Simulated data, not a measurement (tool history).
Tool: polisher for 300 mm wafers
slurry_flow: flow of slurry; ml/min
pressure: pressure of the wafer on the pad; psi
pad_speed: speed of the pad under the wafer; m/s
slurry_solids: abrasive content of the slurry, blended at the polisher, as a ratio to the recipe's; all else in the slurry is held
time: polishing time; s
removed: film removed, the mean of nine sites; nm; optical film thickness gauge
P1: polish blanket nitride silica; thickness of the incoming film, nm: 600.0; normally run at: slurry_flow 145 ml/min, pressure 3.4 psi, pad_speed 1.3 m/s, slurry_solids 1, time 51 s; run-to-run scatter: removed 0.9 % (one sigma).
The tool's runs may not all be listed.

run,hour,slurry_flow,pressure,pad_speed,slurry_solids,time,wafers polished on this pad,hours since the slurry nozzle was cleaned,hours since the head pressure was calibrated,hours since the slurry blender was calibrated,hours since the conditioning disc was replaced,removed
1,5.9,145,3.4,1.3,1,51,274,237.1,524.6,117.1,171.9,32.886
2,12.3,145,5.3,1.3,1,51,369,243.5,531,123.5,178.3,51.477
3,19.5,145,3.4,1.3,1,77,476,250.7,538.2,130.7,185.5,49.749
# hour 24.8: worn pad replaced by a new one
4,25.2,145,3.4,1.3,0.6,70,7,256.4,543.9,136.4,191.2,34.375
5,29.4,145,3.4,1.3,0.5,51,69,260.6,548.1,140.6,195.4,22.41
6,35.2,145,3.4,1.76,1,51,156,266.4,553.9,146.4,201.2,41.937
7,42.5,145,2.5,1.3,1,51,264,273.7,561.2,153.7,208.5,24.145
8,49,190,3.4,1.3,1,51,361,280.2,567.7,160.2,215,33.945
9,56.2,145,3.4,1.3,1,51,468,287.4,574.9,167.4,222.2,32.226
# hour 59.9: head pressure recalibrated
10,61.2,145,3.4,1.3,1,51,543,292.4,1.4,172.4,227.2,33.047
11,68,145,3.4,1.3,1,51,644,299.2,8.2,179.2,234,33.13
12,72.7,145,3.4,0.58,1,51,714,303.9,12.9,183.9,238.7,17.296
13,77.8,145,3.4,1.3,1.5,51,790,309,18,189,243.8,38.304
14,82.6,85,3.4,1.3,1,51,862,313.8,22.8,193.8,248.6,29.218
15,89.4,145,3.4,1.3,1,23,963,320.6,29.6,200.6,255.4,14.931
16,95.6,145,3.4,1.3,1,51,1055,326.8,35.8,206.8,261.6,33.174
17,103.2,145,3.4,1.3,1,51,1168,334.4,43.4,214.4,269.2,30.984
18,108.7,145,3.4,1.3,1,51,1250,339.9,48.9,219.9,274.7,30.695
# hour 112.6: worn pad replaced by a new one
19,114.3,145,3.4,1.3,1,51,26,345.5,54.5,225.5,280.3,30.135
# hour 117.7: conditioning disc replaced and pad reconditioned
# hour 117.8: slurry nozzle cleaned
20,118.4,145,3.4,1.3,1,51,87,0.6,58.6,229.6,0.8,30.205
21,122.7,145,3.4,1.3,1,51,151,4.9,62.9,233.9,5.1,30.629
22,126.5,145,3.4,1.3,1,51,207,8.7,66.7,237.7,8.9,29.881
23,133.4,145,3.4,1.3,1,51,310,15.6,73.6,244.6,15.8,29.91

What P1 gives has crept away from where it was. These 2 causes fit the log equally well, each at the size given:
A: head's pressure below its setpoint, % = 8.83
B: abrasive missing from the slurry, % = 17.6
The creep began at about hour 95.6.
Why every other cause is out:
removal rate lost through wear of the pad, %: serviced at hour 112.6, which brought nothing back
slurry flow missing at the pad, %: serviced at hour 117.8, which brought nothing back
time polished since the conditioner stopped cutting, s: serviced at hour 117.7, which brought nothing back

4 check runs are offered, each on 5 wafers whose results are averaged, their results left as question marks. Which one tells the causes apart?
check 1,140.3,145,5.2,1.3,1,61,,,,,,?
check 2,140.3,145,3.4,0.78,1,35,,,,,,?
check 3,140.3,105,3.4,1.3,0.5,51,,,,,,?
check 4,140.3,145,5.3,1.3,1,27,,,,,,?

What each check would give under each cause:
check,result,if A,if B
check 1,removed,54.98,54.968
check 2,removed,13.707,13.704
check 3,removed,19.332,18.707
check 4,removed,24.803,24.798
How far apart the two closest causes lie, in the result that separates them most: check 1 0.02 %; check 2 0.02 %; check 3 3.29 %; check 4 0.02 %
Check 3 tells the causes apart: in the others they would give nearly the same result.

Check 3 was then run and gave: removed 19.36 nm. Which cause is it?

It is A: head's pressure below its setpoint, %.
